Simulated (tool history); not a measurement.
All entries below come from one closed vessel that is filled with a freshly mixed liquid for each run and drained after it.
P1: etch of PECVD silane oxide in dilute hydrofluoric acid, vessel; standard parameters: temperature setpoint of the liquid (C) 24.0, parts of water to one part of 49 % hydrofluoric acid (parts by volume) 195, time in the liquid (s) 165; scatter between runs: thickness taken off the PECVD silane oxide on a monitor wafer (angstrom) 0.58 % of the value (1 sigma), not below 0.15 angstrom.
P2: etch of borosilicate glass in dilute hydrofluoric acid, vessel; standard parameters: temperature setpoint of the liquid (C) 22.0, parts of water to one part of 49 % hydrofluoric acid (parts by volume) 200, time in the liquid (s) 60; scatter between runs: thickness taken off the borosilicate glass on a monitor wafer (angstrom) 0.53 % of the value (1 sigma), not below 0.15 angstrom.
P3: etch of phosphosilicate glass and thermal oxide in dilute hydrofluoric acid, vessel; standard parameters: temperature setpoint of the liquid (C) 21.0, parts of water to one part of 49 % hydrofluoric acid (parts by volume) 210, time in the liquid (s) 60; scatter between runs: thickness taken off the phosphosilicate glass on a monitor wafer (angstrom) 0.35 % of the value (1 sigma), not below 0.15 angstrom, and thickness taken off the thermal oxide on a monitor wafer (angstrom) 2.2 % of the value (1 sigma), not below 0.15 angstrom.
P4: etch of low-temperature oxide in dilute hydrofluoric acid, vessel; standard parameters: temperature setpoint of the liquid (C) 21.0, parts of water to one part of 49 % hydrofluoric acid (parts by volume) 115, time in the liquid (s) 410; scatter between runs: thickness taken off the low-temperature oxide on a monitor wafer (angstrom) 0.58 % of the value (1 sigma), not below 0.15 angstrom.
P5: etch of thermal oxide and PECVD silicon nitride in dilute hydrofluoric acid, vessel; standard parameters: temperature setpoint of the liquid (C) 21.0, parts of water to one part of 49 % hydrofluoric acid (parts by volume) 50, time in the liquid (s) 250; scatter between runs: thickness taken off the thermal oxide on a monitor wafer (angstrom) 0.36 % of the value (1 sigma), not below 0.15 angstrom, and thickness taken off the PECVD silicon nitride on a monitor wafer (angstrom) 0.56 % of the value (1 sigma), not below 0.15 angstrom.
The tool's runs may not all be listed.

run,hour,process that ran,temperature setpoint of the liquid (C),parts of water to one part of 49 % hydrofluoric acid (parts by volume),time in the liquid (s),thickness taken off the PECVD silane oxide on a monitor wafer (angstrom),thickness taken off the phosphosilicate glass on a monitor wafer (angstrom),thickness taken off the thermal oxide on a monitor wafer (angstrom),thickness taken off the borosilicate glass on a monitor wafer (angstrom),thickness taken off the low-temperature oxide on a monitor wafer (angstrom),thickness taken off the PECVD silicon nitride on a monitor wafer (angstrom)
1,4.4,P1,24.0,195,165,119.190,,,,,
2,10.7,P3,21.0,210,60,,409.55,10.2690,,,
3,15.9,P1,24.0,195,310,224.870,,,,,
4,24.1,P1,24.0,195,165,120.700,,,,,
5,28.6,P3,21.0,210,60,,407.58,10.0770,,,
# hour 34.2: hydrofluoric acid flow meter replaced
6,36.5,P2,22.0,200,60,,,,139.010,,
7,44.6,P1,29.5,195,165,145.760,,,,,
8,52.2,P1,24.0,40,165,698.960,,,,,
9,56.8,P1,24.0,340,165,58.916,,,,,
10,61.2,P4,21.0,115,410,,,,,531.28,
11,65.6,P2,22.0,285,60,,,,90.632,,
12,69.8,P1,24.0,195,165,119.940,,,,,
13,73.8,P1,24.0,195,165,119.490,,,,,
14,80.1,P1,18.0,40,165,551.090,,,,,
# hour 84.4: thermometer replaced
15,86.5,P3,21.0,55,60,,1854.00,45.9140,,,
16,92.0,P2,22.0,200,110,,,,257.330,,
17,97.9,P5,21.0,75,250,,,138.5000,,,48.257
18,102.7,P4,21.0,160,410,,,,,363.60,
19,108.8,P1,24.0,345,290,102.440,,,,,
20,113.0,P4,28.0,115,410,,,,,698.42,
21,118.8,P5,21.0,50,250,,,212.8900,,,71.794
22,122.7,P3,17.0,210,60,,351.23,8.6001,,,
23,126.6,P5,21.0,50,250,,,213.5400,,,71.908
24,134.4,P1,17.0,195,165,91.169,,,,,
25,140.4,P3,21.0,210,100,,683.56,16.7220,,,
26,147.5,P4,21.0,115,665,,,,,856.63,
27,151.2,P5,17.0,50,250,,,179.7800,,,54.164
28,158.0,P2,29.5,200,60,,,,185.150,,
29,166.3,P1,24.0,195,30,21.968,,,,,
30,174.0,P1,30.0,195,315,282.070,,,,,
31,181.0,P5,21.0,50,410,,,349.7900,,,117.490
32,188.4,P1,24.0,195,165,119.590,,,,,
33,192.1,P1,24.0,195,165,119.230,,,,,
34,199.0,P1,24.0,195,165,125.400,,,,,
35,205.5,P1,24.0,195,165,129.420,,,,,
36,210.5,P1,24.0,195,165,129.520,,,,,
37,216.1,P1,24.0,195,165,129.940,,,,,
38,222.5,P1,24.0,195,165,129.440,,,,,
39,226.2,P1,24.0,195,165,131.160,,,,,

What P1 gives has crept off from where it sat before. The 2 causes that follow fit the log equally well, each at the size noted:
A: liquid hotter than its thermometer reads (K) = 2.31
B: hydrofluoric acid flow above the setpoint (%) = 7.25
The gradual shift began around hour 192.1.

Of the 4 check runs listed below, each run on one wafer and each result written as a question mark, which would let you distinguish the listed causes because they would give clearly different results?
check 1,229.9,P5,21.0,50,250,,,?,,,?
check 2,229.9,P3,21.0,210,60,,?,?,,,
check 3,229.9,P4,21.0,115,410,,,,,?,
check 4,229.9,P2,22.0,200,60,,,,?,,

Predicted outcomes, by check and by cause:
check,result,if A,if B
check 1,thickness taken off the thermal oxide on a monitor wafer (angstrom),234.8800,229.7000
check 1,thickness taken off the PECVD silicon nitride on a monitor wafer (angstrom),83.752,76.559
check 2,thickness taken off the phosphosilicate glass on a monitor wafer (angstrom),447.37,446.31
check 2,thickness taken off the thermal oxide on a monitor wafer (angstrom),11.2010,11.1750
check 3,thickness taken off the low-temperature oxide on a monitor wafer (angstrom),584.01,576.23
check 4,thickness taken off the borosilicate glass on a monitor wafer (angstrom),152.510,152.170
Per check, the gap between the least separated pair of causes, taken in the result that splits them most: check 1 8.98 %; check 2 0.24 %; check 3 1.34 %; check 4 0.22 %
Of the check runs offered, only check 1 discriminates between the causes; the rest would read about the same regardless of which cause applies.

Then check 1 was run and gave: thickness taken off the thermal oxide on a monitor wafer (angstrom) 235.1400; thickness taken off the PECVD silicon nitride on a monitor wafer (angstrom) 82.686. Which cause is it?

A is the cause: liquid hotter than its thermometer reads (K).
